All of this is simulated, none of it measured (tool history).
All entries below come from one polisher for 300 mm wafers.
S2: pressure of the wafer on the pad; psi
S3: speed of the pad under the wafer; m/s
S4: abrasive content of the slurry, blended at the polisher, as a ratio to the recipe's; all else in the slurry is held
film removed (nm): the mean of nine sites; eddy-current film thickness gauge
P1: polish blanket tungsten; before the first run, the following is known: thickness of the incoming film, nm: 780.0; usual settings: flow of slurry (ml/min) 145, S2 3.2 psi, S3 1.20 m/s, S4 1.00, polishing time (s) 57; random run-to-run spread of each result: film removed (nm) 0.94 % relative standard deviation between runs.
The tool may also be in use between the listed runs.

run 1 hour=12.5 | flow_of_slurry_(ml/min)=145 S2=3.2 S3=1.20 S4=1.00 polishing_time_(s)=57 | film_removed_(nm)=337.52
run 2 hour=20.2 | flow_of_slurry_(ml/min)=210 S2=3.2 S3=1.20 S4=1.00 polishing_time_(s)=57 | film_removed_(nm)=355.59
run 3 hour=31.0 | flow_of_slurry_(ml/min)=85 S2=3.2 S3=1.20 S4=1.00 polishing_time_(s)=57 | film_removed_(nm)=297.80
-- hour=39.5 slurry nozzle cleaned
run 4 hour=43.5 | flow_of_slurry_(ml/min)=145 S2=3.2 S3=0.66 S4=1.00 polishing_time_(s)=57 | film_removed_(nm)=183.37
run 5 hour=56.8 | flow_of_slurry_(ml/min)=145 S2=3.2 S3=1.20 S4=0.75 polishing_time_(s)=57 | film_removed_(nm)=307.47
run 6 hour=71.2 | flow_of_slurry_(ml/min)=85 S2=3.2 S3=1.20 S4=1.00 polishing_time_(s)=26 | film_removed_(nm)=133.94
run 7 hour=83.1 | flow_of_slurry_(ml/min)=145 S2=3.2 S3=1.20 S4=1.00 polishing_time_(s)=57 | film_removed_(nm)=335.08
run 8 hour=89.9 | flow_of_slurry_(ml/min)=145 S2=3.2 S3=1.20 S4=1.00 polishing_time_(s)=81 | film_removed_(nm)=477.83
run 9 hour=98.0 | flow_of_slurry_(ml/min)=145 S2=4.0 S3=1.20 S4=1.00 polishing_time_(s)=57 | film_removed_(nm)=416.47
run 10 hour=107.2 | flow_of_slurry_(ml/min)=145 S2=3.2 S3=1.20 S4=1.00 polishing_time_(s)=26 | film_removed_(nm)=154.03
run 11 hour=113.6 | flow_of_slurry_(ml/min)=145 S2=3.2 S3=1.20 S4=1.50 polishing_time_(s)=57 | film_removed_(nm)=372.83
run 12 hour=126.6 | flow_of_slurry_(ml/min)=145 S2=3.2 S3=1.20 S4=1.00 polishing_time_(s)=57 | film_removed_(nm)=339.18
run 13 hour=137.1 | flow_of_slurry_(ml/min)=145 S2=3.2 S3=1.20 S4=1.20 polishing_time_(s)=35 | film_removed_(nm)=214.03
run 14 hour=151.6 | flow_of_slurry_(ml/min)=145 S2=3.2 S3=1.20 S4=1.00 polishing_time_(s)=57 | film_removed_(nm)=331.10
run 15 hour=161.7 | flow_of_slurry_(ml/min)=145 S2=2.4 S3=1.20 S4=1.25 polishing_time_(s)=57 | film_removed_(nm)=262.59
-- hour=169.3 head pressure recalibrated
run 16 hour=175.4 | flow_of_slurry_(ml/min)=145 S2=1.6 S3=1.20 S4=1.00 polishing_time_(s)=57 | film_removed_(nm)=168.09
run 17 hour=186.2 | flow_of_slurry_(ml/min)=145 S2=3.2 S3=1.20 S4=1.00 polishing_time_(s)=57 | film_removed_(nm)=335.51
run 18 hour=194.2 | flow_of_slurry_(ml/min)=145 S2=3.2 S3=1.88 S4=1.00 polishing_time_(s)=57 | film_removed_(nm)=526.18
run 19 hour=201.7 | flow_of_slurry_(ml/min)=145 S2=3.2 S3=1.20 S4=1.00 polishing_time_(s)=57 | film_removed_(nm)=337.88
run 20 hour=211.0 | flow_of_slurry_(ml/min)=145 S2=3.2 S3=1.20 S4=1.00 polishing_time_(s)=57 | film_removed_(nm)=327.80
run 21 hour=220.3 | flow_of_slurry_(ml/min)=145 S2=3.2 S3=1.20 S4=1.00 polishing_time_(s)=57 | film_removed_(nm)=321.32
run 22 hour=229.2 | flow_of_slurry_(ml/min)=145 S2=3.2 S3=1.20 S4=1.00 polishing_time_(s)=57 | film_removed_(nm)=315.32
-- hour=241.5 slurry blender recalibrated
run 23 hour=242.6 | flow_of_slurry_(ml/min)=145 S2=3.2 S3=1.20 S4=1.00 polishing_time_(s)=57 | film_removed_(nm)=310.33
-- hour=243.1 head pressure recalibrated
-- hour=248.0 worn pad replaced by a new one
run 24 hour=255.9 | flow_of_slurry_(ml/min)=145 S2=3.2 S3=1.20 S4=1.00 polishing_time_(s)=57 | film_removed_(nm)=309.98
run 25 hour=262.7 | flow_of_slurry_(ml/min)=145 S2=3.2 S3=1.20 S4=1.00 polishing_time_(s)=57 | film_removed_(nm)=304.46
run 26 hour=276.3 | flow_of_slurry_(ml/min)=145 S2=3.2 S3=1.20 S4=1.00 polishing_time_(s)=57 | film_removed_(nm)=302.21
run 27 hour=283.4 | flow_of_slurry_(ml/min)=145 S2=3.2 S3=1.20 S4=1.00 polishing_time_(s)=57 | film_removed_(nm)=307.86
run 28 hour=291.8 | flow_of_slurry_(ml/min)=145 S2=3.2 S3=1.20 S4=1.00 polishing_time_(s)=57 | film_removed_(nm)=309.36

Something has made what P1 gives creep away from where it was; the 2 causes below, each at its own stated size, fit the log equally well:
A: slurry flow missing at the pad, % = 36.4
B: peroxide lost from the slurry, % = 22.6
The drift started at roughly hour 201.7.
Ruled out, with reasons:
removal rate lost through wear of the pad, %: serviced at hour 248.0, after the drift had started, without restoring the earlier output
head's pressure below its setpoint, %: serviced at hour 243.1, after the drift had started, without restoring the earlier output
abrasive missing from the slurry, %: serviced at hour 241.5, after the drift had started, without restoring the earlier output

Which of the 4 check runs listed below, each an average over 3 wafers with its results shown as question marks, gives clearly different results under the different listed causes?
run check 1 hour=300.2 | flow_of_slurry_(ml/min)=145 S2=3.2 S3=1.20 S4=1.20 polishing_time_(s)=26 | film_removed_(nm)=?
run check 2 hour=300.2 | flow_of_slurry_(ml/min)=145 S2=1.7 S3=1.20 S4=1.00 polishing_time_(s)=71 | film_removed_(nm)=?
run check 3 hour=300.2 | flow_of_slurry_(ml/min)=95 S2=3.2 S3=1.68 S4=1.00 polishing_time_(s)=57 | film_removed_(nm)=?
run check 4 hour=300.2 | flow_of_slurry_(ml/min)=145 S2=3.2 S3=1.86 S4=1.00 polishing_time_(s)=57 | film_removed_(nm)=?

Expected result of each check under each candidate cause:
check=check_1 result=film_removed_(nm) if_A=144.68 if_B=144.66
check=check_2 result=film_removed_(nm) if_A=200.96 if_B=200.93
check=check_3 result=film_removed_(nm) if_A=370.72 if_B=387.58
check=check_4 result=film_removed_(nm) if_A=470.71 if_B=470.65
Gap, in per cent, between the two causes that each check separates least, read from the result that separates them most: check 1 0.01 %; check 2 0.01 %; check 3 4.45 %; check 4 0.01 %
Of the check runs offered, only check 3 discriminates between the causes; the rest would read about the same regardless of which cause applies.

Check 3 has now been run. It gave: film removed (nm) 371.41. Which of the candidate causes is it?

A is the cause: slurry flow missing at the pad, %.
